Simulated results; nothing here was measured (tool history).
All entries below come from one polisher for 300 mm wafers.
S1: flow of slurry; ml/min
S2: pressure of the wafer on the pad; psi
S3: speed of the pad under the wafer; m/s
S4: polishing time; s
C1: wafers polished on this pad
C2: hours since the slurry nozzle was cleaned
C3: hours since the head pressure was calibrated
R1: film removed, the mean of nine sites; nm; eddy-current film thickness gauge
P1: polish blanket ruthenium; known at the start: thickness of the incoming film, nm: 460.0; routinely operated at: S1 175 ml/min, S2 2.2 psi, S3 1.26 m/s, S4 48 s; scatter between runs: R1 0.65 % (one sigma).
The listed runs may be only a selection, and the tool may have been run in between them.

run 1 hour=4.5 | S1=175 S2=2.2 S3=1.26 S4=48 | C1=318 C2=85 C3=542.3 | R1=92.103
run 2 hour=8.4 | S1=175 S2=2.2 S3=1.26 S4=48 | C1=350 C2=88.9 C3=546.2 | R1=91.409
run 3 hour=11.9 | S1=175 S2=2.2 S3=1.26 S4=48 | C1=379 C2=92.4 C3=549.7 | R1=91.814
run 4 hour=14.9 | S1=105 S2=2.2 S3=1.26 S4=48 | C1=403 C2=95.4 C3=552.7 | R1=82.936
run 5 hour=18.9 | S1=175 S2=2.2 S3=0.64 S4=48 | C1=436 C2=99.4 C3=556.7 | R1=45.889
run 6 hour=23.6 | S1=275 S2=2.2 S3=1.26 S4=48 | C1=475 C2=104.1 C3=561.4 | R1=96.41
run 7 hour=27.8 | S1=175 S2=2.2 S3=1.26 S4=48 | C1=509 C2=108.3 C3=565.6 | R1=91.836
run 8 hour=32.7 | S1=175 S2=3.5 S3=1.26 S4=48 | C1=549 C2=113.2 C3=570.5 | R1=145.4
run 9 hour=37.3 | S1=175 S2=1 S3=1.26 S4=48 | C1=587 C2=117.8 C3=575.1 | R1=41.151
run 10 hour=41.9 | S1=110 S2=2.2 S3=1.26 S4=59 | C1=625 C2=122.4 C3=579.7 | R1=102.36
run 11 hour=44.5 | S1=175 S2=2.2 S3=1.96 S4=48 | C1=646 C2=125 C3=582.3 | R1=142.54
run 12 hour=47 | S1=175 S2=2.2 S3=1.26 S4=26 | C1=666 C2=127.5 C3=584.8 | R1=48.958
run 13 hour=51.8 | S1=175 S2=2.2 S3=1.26 S4=63 | C1=706 C2=132.3 C3=589.6 | R1=119.51
run 14 hour=56.3 | S1=175 S2=2.2 S3=1.26 S4=48 | C1=743 C2=136.8 C3=594.1 | R1=90.777
run 15 hour=60.4 | S1=175 S2=2.2 S3=1.26 S4=48 | C1=776 C2=140.9 C3=598.2 | R1=91.251
run 16 hour=63.9 | S1=175 S2=2.2 S3=1.26 S4=48 | C1=805 C2=144.4 C3=601.7 | R1=89.132
run 17 hour=67.3 | S1=175 S2=2.2 S3=1.26 S4=48 | C1=833 C2=147.8 C3=605.1 | R1=87.48
run 18 hour=71.6 | S1=175 S2=2.2 S3=1.26 S4=48 | C1=868 C2=152.1 C3=609.4 | R1=84.946
run 19 hour=74 | S1=175 S2=2.2 S3=1.26 S4=48 | C1=888 C2=154.5 C3=611.8 | R1=85.236
run 20 hour=77.8 | S1=175 S2=2.2 S3=1.26 S4=48 | C1=919 C2=158.3 C3=615.6 | R1=83.941
run 21 hour=82 | S1=175 S2=2.2 S3=1.26 S4=48 | C1=953 C2=162.5 C3=619.8 | R1=84.014
-- hour=84.6 head pressure recalibrated
run 22 hour=85.2 | S1=175 S2=2.2 S3=1.26 S4=48 | C1=979 C2=165.7 C3=0.7 | R1=84.139
run 23 hour=89.5 | S1=175 S2=2.2 S3=1.26 S4=48 | C1=1015 C2=170 C3=5 | R1=83.153
run 24 hour=92.7 | S1=175 S2=2.2 S3=1.26 S4=48 | C1=1041 C2=173.2 C3=8.2 | R1=84.419
run 25 hour=97.7 | S1=175 S2=2.2 S3=1.26 S4=48 | C1=1082 C2=178.2 C3=13.2 | R1=82.889

Estimate the outcome of run 26 from the log above:
run 26 hour=102.4 | S1=175 S2=2.2 S3=1.26 S4=48 | C1=1120 C2=182.9 C3=17.9 | R1=?

Run 26 came out at R1 83.314 nm.
